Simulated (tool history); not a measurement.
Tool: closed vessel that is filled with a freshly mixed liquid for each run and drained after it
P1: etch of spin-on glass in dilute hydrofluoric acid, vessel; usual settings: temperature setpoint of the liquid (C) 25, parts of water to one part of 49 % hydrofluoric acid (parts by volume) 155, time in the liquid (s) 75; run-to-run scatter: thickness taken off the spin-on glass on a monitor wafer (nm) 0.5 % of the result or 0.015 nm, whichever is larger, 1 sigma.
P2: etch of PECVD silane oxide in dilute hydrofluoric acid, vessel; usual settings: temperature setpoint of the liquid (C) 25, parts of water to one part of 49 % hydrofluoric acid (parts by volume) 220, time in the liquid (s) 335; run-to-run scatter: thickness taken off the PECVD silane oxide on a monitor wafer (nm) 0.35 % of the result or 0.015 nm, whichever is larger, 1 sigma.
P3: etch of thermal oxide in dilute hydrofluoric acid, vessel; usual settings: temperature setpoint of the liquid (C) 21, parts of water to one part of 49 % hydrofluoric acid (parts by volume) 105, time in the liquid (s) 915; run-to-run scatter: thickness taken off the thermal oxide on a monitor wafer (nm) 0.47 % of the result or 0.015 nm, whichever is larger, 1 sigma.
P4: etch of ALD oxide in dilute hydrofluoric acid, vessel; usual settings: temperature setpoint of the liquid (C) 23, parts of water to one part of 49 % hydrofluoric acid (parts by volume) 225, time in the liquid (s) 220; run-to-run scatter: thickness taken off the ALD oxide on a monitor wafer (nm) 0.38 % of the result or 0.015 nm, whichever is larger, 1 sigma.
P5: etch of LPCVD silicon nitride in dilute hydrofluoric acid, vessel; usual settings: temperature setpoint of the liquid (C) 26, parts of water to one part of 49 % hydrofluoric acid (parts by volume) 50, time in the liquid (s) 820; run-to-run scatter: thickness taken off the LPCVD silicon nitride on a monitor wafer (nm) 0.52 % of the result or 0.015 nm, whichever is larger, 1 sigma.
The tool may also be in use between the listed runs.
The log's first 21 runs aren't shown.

run,day,process that ran,temperature setpoint of the liquid (C),parts of water to one part of 49 % hydrofluoric acid (parts by volume),time in the liquid (s),hours since the thermometer was replaced,hours since the hydrofluoric acid flow meter was replaced,thickness taken off the spin-on glass on a monitor wafer (nm),thickness taken off the LPCVD silicon nitride on a monitor wafer (nm),thickness taken off the PECVD silane oxide on a monitor wafer (nm),thickness taken off the thermal oxide on a monitor wafer (nm),thickness taken off the ALD oxide on a monitor wafer (nm)
22,11.821,P1,25,155,75,477.9,1105.5,13.601,,,,
23,12.267,P1,25,155,75,488.6,1116.2,13.509,,,,
24,12.958,P5,26,50,1470,505.2,1132.8,,15.754,,,
25,13.479,P1,25,155,125,517.7,1145.3,22.652,,,,
26,14.242,P4,23,225,220,536,1163.6,,,,,9.3374
# day 14.358: hydrofluoric acid flow meter replaced
27,14.692,P1,18,155,75,546.8,8,10.355,,,,
28,15.158,P2,25,220,335,558,19.2,,,39.405,,
29,15.758,P5,26,50,820,572.4,33.6,,8.893,,,
30,16.175,P3,21,105,915,582.4,43.6,,,,37.517,
31,16.662,P4,23,55,220,594.1,55.3,,,,,46.477
32,17.012,P1,25,155,75,602.5,63.7,13.678,,,,
33,17.429,P1,25,155,75,612.5,73.7,13.939,,,,

Run 34 comes next. What will it give?
34,18.046,P1,25,155,75,627.3,88.5,?,,,,

Run 34 gave thickness taken off the spin-on glass on a monitor wafer (nm) 14.164.
